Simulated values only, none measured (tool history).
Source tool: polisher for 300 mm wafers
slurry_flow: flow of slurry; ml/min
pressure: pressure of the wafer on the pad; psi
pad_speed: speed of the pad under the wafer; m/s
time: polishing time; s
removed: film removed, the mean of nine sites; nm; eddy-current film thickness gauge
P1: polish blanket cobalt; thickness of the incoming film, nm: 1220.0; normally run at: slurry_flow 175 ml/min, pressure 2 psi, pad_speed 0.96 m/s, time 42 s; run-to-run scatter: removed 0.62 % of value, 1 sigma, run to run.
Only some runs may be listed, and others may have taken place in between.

{"run": 1, "hour": 2.9, "slurry_flow": 175, "pressure": 2, "pad_speed": 0.96, "time": 42, "removed": 194.36}
{"run": 2, "hour": 5.8, "slurry_flow": 105, "pressure": 2, "pad_speed": 0.96, "time": 42, "removed": 177.31}
{"run": 3, "hour": 9.9, "slurry_flow": 175, "pressure": 2, "pad_speed": 0.56, "time": 42, "removed": 112.63}
{"run": 4, "hour": 11.9, "slurry_flow": 175, "pressure": 1, "pad_speed": 0.96, "time": 42, "removed": 97.457}
{"run": 5, "hour": 16.2, "slurry_flow": 175, "pressure": 2, "pad_speed": 0.96, "time": 42, "removed": 196.51}
{"run": 6, "hour": 19.4, "slurry_flow": 255, "pressure": 2, "pad_speed": 0.96, "time": 42, "removed": 203.11}
{"run": 7, "hour": 22.7, "slurry_flow": 175, "pressure": 2, "pad_speed": 0.96, "time": 42, "removed": 195.51}
{"run": 8, "hour": 25.4, "slurry_flow": 175, "pressure": 2, "pad_speed": 0.96, "time": 42, "removed": 196.68}
{"run": 9, "hour": 29.7, "slurry_flow": 125, "pressure": 0.9, "pad_speed": 0.96, "time": 42, "removed": 81.566}
{"run": 10, "hour": 33.8, "slurry_flow": 175, "pressure": 2, "pad_speed": 0.96, "time": 62, "removed": 289.17}
{"run": 11, "hour": 36.0, "slurry_flow": 175, "pressure": 2, "pad_speed": 1.48, "time": 42, "removed": 305.21}
{"hour": 36.6, "done": "slurry nozzle cleaned"}
{"run": 12, "hour": 39.6, "slurry_flow": 175, "pressure": 2, "pad_speed": 0.96, "time": 42, "removed": 192.99}

Predict the results of run 13:
{"run": 13, "hour": 43.5, "slurry_flow": 225, "pressure": 2, "pad_speed": 1.36, "time": 42, "removed": "?"}

{"run 13": {"removed": 283.34}}
